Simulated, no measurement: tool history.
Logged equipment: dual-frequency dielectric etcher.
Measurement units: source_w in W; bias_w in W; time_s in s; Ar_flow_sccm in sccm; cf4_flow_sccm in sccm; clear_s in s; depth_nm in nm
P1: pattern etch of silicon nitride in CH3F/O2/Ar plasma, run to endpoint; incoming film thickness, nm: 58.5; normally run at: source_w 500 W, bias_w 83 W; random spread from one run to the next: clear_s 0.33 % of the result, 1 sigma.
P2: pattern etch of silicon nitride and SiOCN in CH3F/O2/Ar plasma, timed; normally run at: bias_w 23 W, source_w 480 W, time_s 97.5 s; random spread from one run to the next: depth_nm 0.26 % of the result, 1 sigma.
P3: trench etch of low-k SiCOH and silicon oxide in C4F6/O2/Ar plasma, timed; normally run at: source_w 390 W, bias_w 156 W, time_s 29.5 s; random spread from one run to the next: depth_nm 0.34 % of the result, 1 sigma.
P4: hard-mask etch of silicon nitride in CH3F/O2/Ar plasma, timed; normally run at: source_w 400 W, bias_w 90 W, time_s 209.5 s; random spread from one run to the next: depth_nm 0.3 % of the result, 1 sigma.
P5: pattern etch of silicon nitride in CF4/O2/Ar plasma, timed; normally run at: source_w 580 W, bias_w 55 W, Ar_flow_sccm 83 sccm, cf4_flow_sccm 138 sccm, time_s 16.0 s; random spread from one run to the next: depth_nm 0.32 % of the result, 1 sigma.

run,hour,process,source_w,bias_w,time_s,Ar_flow_sccm,cf4_flow_sccm,hours since the last wet clean,hours since the last source power generator calibration,hours since the last bias power generator calibration,clear_s,depth_nm
1,6.2,P1,500,83,,,,66.3,388.5,2453.4,73.534,
2,11.2,P4,400,90,209.5,,,71.3,393.5,2458.4,,154.170
3,18.0,P1,500,83,,,,78.1,400.3,2465.2,73.417,
4,22.4,P5,580,55,16.0,56,138,82.5,404.7,2469.6,,38.784
5,28.7,P1,500,83,,,,88.8,411.0,2475.9,73.395,
6,33.5,P3,390,212,29.5,,,93.6,415.8,2480.7,,93.310
7,38.5,P4,400,90,277.5,,,98.6,420.8,2485.7,,205.020
8,43.4,P1,600,83,,,,103.5,425.7,2490.6,68.120,
9,48.2,P5,580,40,16.0,83,138,108.3,430.5,2495.4,,33.661
10,55.9,P2,480,23,97.5,,,116.0,438.2,2503.1,,14.458
11,60.5,P1,660,55,,,,120.6,442.8,2507.7,75.187,
12,67.3,P1,500,83,,,,127.4,449.6,2514.5,73.716,
13,71.5,P2,480,14,97.5,,,131.6,453.8,2518.7,,11.779
14,75.3,P5,380,55,16.0,83,138,135.4,457.6,2522.5,,25.910
15,82.2,P1,500,118,,,,142.3,464.5,2529.4,64.585,
16,86.3,P4,290,90,209.5,,,146.4,468.6,2533.5,,137.510
17,91.3,P1,380,83,,,,151.4,473.6,2538.5,81.444,
18,95.7,P3,500,156,29.5,,,155.8,478.0,2542.9,,93.138
19,102.0,P4,400,60,209.5,,,162.1,484.3,2549.2,,134.040
20,105.6,P1,500,51,,,,165.7,487.9,2552.8,86.252,
21,109.5,P5,580,55,16.0,83,181,169.6,491.8,2556.7,,38.327
22,113.3,P2,480,23,75.5,,,173.4,495.6,2560.5,,11.172
23,118.6,P3,390,156,42.0,,,178.7,500.9,2565.8,,120.370
24,123.7,P3,390,156,29.5,,,183.8,506.0,2570.9,,84.573
25,131.0,P3,390,156,29.5,,,191.1,513.3,2578.2,,84.403
26,137.2,P1,500,83,,,,197.3,519.5,2584.4,72.960,
27,144.7,P2,650,23,97.5,,,204.8,527.0,2591.9,,16.045
28,149.1,P5,580,55,16.0,83,138,209.2,531.4,2596.3,,37.394
29,153.3,P5,580,55,23.5,83,138,213.4,535.6,2600.5,,54.999
30,159.7,P1,500,83,,,,219.8,542.0,2606.9,73.775,
31,166.7,P1,500,83,,,,226.8,549.0,2613.9,73.418,
32,170.3,P1,500,83,,,,230.4,552.6,2617.5,74.042,
33,177.2,P1,500,83,,,,237.3,559.5,2624.4,74.362,
34,180.7,P1,500,83,,,,240.8,563.0,2627.9,74.155,
# hour 182.2: wet clean of the chamber
35,188.1,P1,500,83,,,,6.0,570.4,2635.3,74.912,
36,193.3,P1,500,83,,,,11.2,575.6,2640.5,74.081,
37,198.1,P1,500,83,,,,16.0,580.4,2645.3,74.522,
38,203.7,P1,500,83,,,,21.6,586.0,2650.9,74.835,
39,209.9,P1,500,83,,,,27.8,592.2,2657.1,74.571,

Something has made what P1 gives creep away from where it was; the 2 causes below, each at its own stated size, fit the log equally well:
A: bias power that arrives under what is set, % = 4.67
B: source power that arrives under what is set, % = 4.29
At approximately hour 159.7, the process output began to creep.
Ruled out, with reasons:
chamber walls in a state that lowers the etch rate, %: serviced at hour 182.2, which brought nothing back

Of the 4 check runs below, each run on 2 wafers with the results averaged and each result still a question mark, which one would tell the listed causes apart?
check 1,216.1,P5,580,55,23.5,83,138,,,,,?
check 2,216.1,P4,400,63,209.5,,,,,,,?
check 3,216.1,P3,490,156,41.5,,,,,,,?
check 4,216.1,P2,600,17,97.5,,,,,,,?

What every check run would give for each of its results, assuming each possible cause in turn:
check,result,if A,if B
check 1,depth_nm,54.055,52.906
check 2,depth_nm,134.860,134.730
check 3,depth_nm,128.110,127.720
check 4,depth_nm,13.504,13.550
Minimum pairwise separation of causes per check, each pair taken at its best-separating result: check 1 2.15 %; check 2 0.09 %; check 3 0.3 %; check 4 0.34 %
Of the check runs offered, only check 1 discriminates between the causes; the rest would read about the same regardless of which cause applies.

After running check 1, the following was obtained: depth_nm 53.953 nm. Which cause does this point to?

A is the cause: bias power that arrives under what is set, %.
